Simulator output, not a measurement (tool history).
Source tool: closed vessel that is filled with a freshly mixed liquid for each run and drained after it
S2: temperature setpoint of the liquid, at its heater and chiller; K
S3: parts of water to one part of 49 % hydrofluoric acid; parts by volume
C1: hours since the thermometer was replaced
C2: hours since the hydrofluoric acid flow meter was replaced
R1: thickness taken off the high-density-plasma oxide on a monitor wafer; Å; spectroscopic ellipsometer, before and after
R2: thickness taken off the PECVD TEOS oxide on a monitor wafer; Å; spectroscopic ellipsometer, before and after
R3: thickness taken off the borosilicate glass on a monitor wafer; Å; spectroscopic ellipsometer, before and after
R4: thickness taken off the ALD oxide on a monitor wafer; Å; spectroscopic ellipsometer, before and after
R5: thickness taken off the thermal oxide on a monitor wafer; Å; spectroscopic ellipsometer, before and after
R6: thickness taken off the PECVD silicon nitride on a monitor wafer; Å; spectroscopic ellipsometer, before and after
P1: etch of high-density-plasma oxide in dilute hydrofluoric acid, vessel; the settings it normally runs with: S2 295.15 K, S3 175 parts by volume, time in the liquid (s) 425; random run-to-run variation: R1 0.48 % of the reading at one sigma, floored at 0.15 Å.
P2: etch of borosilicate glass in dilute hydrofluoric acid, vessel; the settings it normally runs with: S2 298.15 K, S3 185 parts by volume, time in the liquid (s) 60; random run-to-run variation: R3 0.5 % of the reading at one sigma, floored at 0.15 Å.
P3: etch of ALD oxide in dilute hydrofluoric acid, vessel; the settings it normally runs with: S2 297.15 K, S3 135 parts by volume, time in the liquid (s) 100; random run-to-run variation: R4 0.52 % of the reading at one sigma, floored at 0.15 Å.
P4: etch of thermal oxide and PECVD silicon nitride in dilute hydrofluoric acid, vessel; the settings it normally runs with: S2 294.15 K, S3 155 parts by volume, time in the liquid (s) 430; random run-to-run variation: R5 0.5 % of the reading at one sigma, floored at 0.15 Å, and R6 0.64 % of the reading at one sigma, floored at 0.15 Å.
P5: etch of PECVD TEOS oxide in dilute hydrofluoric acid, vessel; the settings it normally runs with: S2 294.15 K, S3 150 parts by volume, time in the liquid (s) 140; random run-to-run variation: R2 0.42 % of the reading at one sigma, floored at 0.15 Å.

run 1 hour=7.8 | process_that_ran=P1 S2=295.15 S3=175 time_in_the_liquid_(s)=425 | C1=537.7 C2=793.2 | R1=110.610
run 2 hour=17.6 | process_that_ran=P5 S2=294.15 S3=150 time_in_the_liquid_(s)=220 | C1=547.5 C2=803.0 | R2=200.29
run 3 hour=26.4 | process_that_ran=P2 S2=298.15 S3=35 time_in_the_liquid_(s)=60 | C1=556.3 C2=811.8 | R3=728.64
run 4 hour=36.3 | process_that_ran=P1 S2=300.65 S3=175 time_in_the_liquid_(s)=200 | C1=566.2 C2=821.7 | R1=63.782
run 5 hour=41.7 | process_that_ran=P3 S2=297.15 S3=135 time_in_the_liquid_(s)=100 | C1=571.6 C2=827.1 | R4=93.112
run 6 hour=47.1 | process_that_ran=P5 S2=294.15 S3=40 time_in_the_liquid_(s)=140 | C1=577.0 C2=832.5 | R2=542.80
run 7 hour=51.8 | process_that_ran=P3 S2=297.15 S3=135 time_in_the_liquid_(s)=150 | C1=581.7 C2=837.2 | R4=139.060
run 8 hour=57.1 | process_that_ran=P1 S2=295.15 S3=175 time_in_the_liquid_(s)=425 | C1=587.0 C2=842.5 | R1=110.270
run 9 hour=65.1 | process_that_ran=P5 S2=294.15 S3=150 time_in_the_liquid_(s)=140 | C1=595.0 C2=850.5 | R2=128.15
run 10 hour=70.5 | process_that_ran=P4 S2=294.15 S3=155 time_in_the_liquid_(s)=235 | C1=600.4 C2=855.9 | R5=62.578 R6=21.426
run 11 hour=78.2 | process_that_ran=P4 S2=294.15 S3=155 time_in_the_liquid_(s)=430 | C1=608.1 C2=863.6 | R5=116.150 R6=38.913
run 12 hour=85.0 | process_that_ran=P1 S2=301.65 S3=90 time_in_the_liquid_(s)=425 | C1=614.9 C2=870.4 | R1=305.890
run 13 hour=94.2 | process_that_ran=P5 S2=294.15 S3=150 time_in_the_liquid_(s)=140 | C1=624.1 C2=879.6 | R2=128.27
-- hour=94.8 hydrofluoric acid flow meter replaced
run 14 hour=104.7 | process_that_ran=P3 S2=297.15 S3=40 time_in_the_liquid_(s)=100 | C1=634.6 C2=10.0 | R4=353.280
run 15 hour=111.1 | process_that_ran=P1 S2=295.15 S3=175 time_in_the_liquid_(s)=425 | C1=641.0 C2=16.4 | R1=110.060
run 16 hour=118.8 | process_that_ran=P5 S2=302.15 S3=150 time_in_the_liquid_(s)=140 | C1=648.7 C2=24.1 | R2=172.46
run 17 hour=128.1 | process_that_ran=P1 S2=295.15 S3=175 time_in_the_liquid_(s)=425 | C1=658.0 C2=33.4 | R1=110.560
run 18 hour=133.1 | process_that_ran=P4 S2=298.65 S3=155 time_in_the_liquid_(s)=430 | C1=663.0 C2=38.4 | R5=135.350 R6=52.270
run 19 hour=139.1 | process_that_ran=P1 S2=295.15 S3=175 time_in_the_liquid_(s)=425 | C1=669.0 C2=44.4 | R1=109.640
run 20 hour=147.6 | process_that_ran=P1 S2=295.15 S3=175 time_in_the_liquid_(s)=50 | C1=677.5 C2=52.9 | R1=12.896
run 21 hour=153.8 | process_that_ran=P4 S2=294.15 S3=270 time_in_the_liquid_(s)=430 | C1=683.7 C2=59.1 | R5=58.947 R6=22.766
run 22 hour=160.5 | process_that_ran=P2 S2=298.15 S3=185 time_in_the_liquid_(s)=60 | C1=690.4 C2=65.8 | R3=113.75
run 23 hour=165.5 | process_that_ran=P1 S2=298.65 S3=175 time_in_the_liquid_(s)=640 | C1=695.4 C2=70.8 | R1=188.440
run 24 hour=172.7 | process_that_ran=P1 S2=295.15 S3=245 time_in_the_liquid_(s)=425 | C1=702.6 C2=78.0 | R1=72.531
run 25 hour=178.3 | process_that_ran=P1 S2=295.15 S3=175 time_in_the_liquid_(s)=775 | C1=708.2 C2=83.6 | R1=203.760
run 26 hour=187.9 | process_that_ran=P2 S2=298.15 S3=185 time_in_the_liquid_(s)=100 | C1=717.8 C2=93.2 | R3=190.71
run 27 hour=198.0 | process_that_ran=P1 S2=290.15 S3=175 time_in_the_liquid_(s)=425 | C1=727.9 C2=103.3 | R1=90.508
run 28 hour=204.0 | process_that_ran=P1 S2=295.15 S3=40 time_in_the_liquid_(s)=425 | C1=733.9 C2=109.3 | R1=564.090
run 29 hour=211.1 | process_that_ran=P2 S2=304.15 S3=185 time_in_the_liquid_(s)=60 | C1=741.0 C2=116.4 | R3=141.88
run 30 hour=221.5 | process_that_ran=P1 S2=295.15 S3=175 time_in_the_liquid_(s)=425 | C1=751.4 C2=126.8 | R1=111.110
run 31 hour=228.8 | process_that_ran=P4 S2=294.15 S3=155 time_in_the_liquid_(s)=430 | C1=758.7 C2=134.1 | R5=115.040 R6=39.468
run 32 hour=236.4 | process_that_ran=P1 S2=299.15 S3=175 time_in_the_liquid_(s)=425 | C1=766.3 C2=141.7 | R1=127.950

Estimate the outcome of run 33 from the log above:
run 33 hour=246.3 | process_that_ran=P3 S2=302.15 S3=135 time_in_the_liquid_(s)=100 | C1=776.2 C2=151.6 | R4=?

Run 33 measured R4 111.900 Å.
